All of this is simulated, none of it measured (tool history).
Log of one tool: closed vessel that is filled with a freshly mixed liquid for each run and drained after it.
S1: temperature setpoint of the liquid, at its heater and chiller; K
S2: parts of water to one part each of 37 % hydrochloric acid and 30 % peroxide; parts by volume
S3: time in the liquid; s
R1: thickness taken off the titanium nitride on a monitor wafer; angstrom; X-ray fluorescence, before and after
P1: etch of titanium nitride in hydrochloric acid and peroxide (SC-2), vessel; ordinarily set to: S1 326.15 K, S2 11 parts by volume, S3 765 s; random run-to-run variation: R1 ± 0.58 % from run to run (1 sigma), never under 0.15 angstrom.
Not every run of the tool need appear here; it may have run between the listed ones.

run 1 hour=6.2 | S1=326.15 S2=11 S3=765 | R1=210.5
run 2 hour=12.4 | S1=326.15 S2=19.5 S3=765 | R1=127.04
run 3 hour=18.8 | S1=326.15 S2=11 S3=765 | R1=210.92
run 4 hour=28 | S1=326.15 S2=11 S3=765 | R1=207.83
run 5 hour=35.5 | S1=310.65 S2=11 S3=765 | R1=72.719
run 6 hour=42.6 | S1=326.15 S2=11 S3=30 | R1=8.1691
run 7 hour=50.9 | S1=326.15 S2=11 S3=765 | R1=209.68
run 8 hour=59.4 | S1=326.15 S2=11 S3=1375 | R1=379.76
run 9 hour=65.1 | S1=326.15 S2=4 S3=765 | R1=454.85
run 10 hour=73.6 | S1=312.15 S2=11 S3=340 | R1=35.56
run 11 hour=79 | S1=312.15 S2=11 S3=395 | R1=41.669
-- hour=82.6 thermometer replaced
run 12 hour=87.5 | S1=342.15 S2=11 S3=765 | R1=572.09
run 13 hour=96.1 | S1=326.15 S2=11 S3=765 | R1=209.37
run 14 hour=105.2 | S1=326.15 S2=11 S3=765 | R1=217.6
run 15 hour=110.4 | S1=326.15 S2=11 S3=765 | R1=216.85
run 16 hour=119.8 | S1=326.15 S2=11 S3=765 | R1=217.79
run 17 hour=128.7 | S1=326.15 S2=11 S3=765 | R1=220.47

Run 18 comes next. What will it give?
run 18 hour=136.2 | S1=326.15 S2=11 S3=765 | R1=?

Run 18 produced R1 223.52 angstrom.

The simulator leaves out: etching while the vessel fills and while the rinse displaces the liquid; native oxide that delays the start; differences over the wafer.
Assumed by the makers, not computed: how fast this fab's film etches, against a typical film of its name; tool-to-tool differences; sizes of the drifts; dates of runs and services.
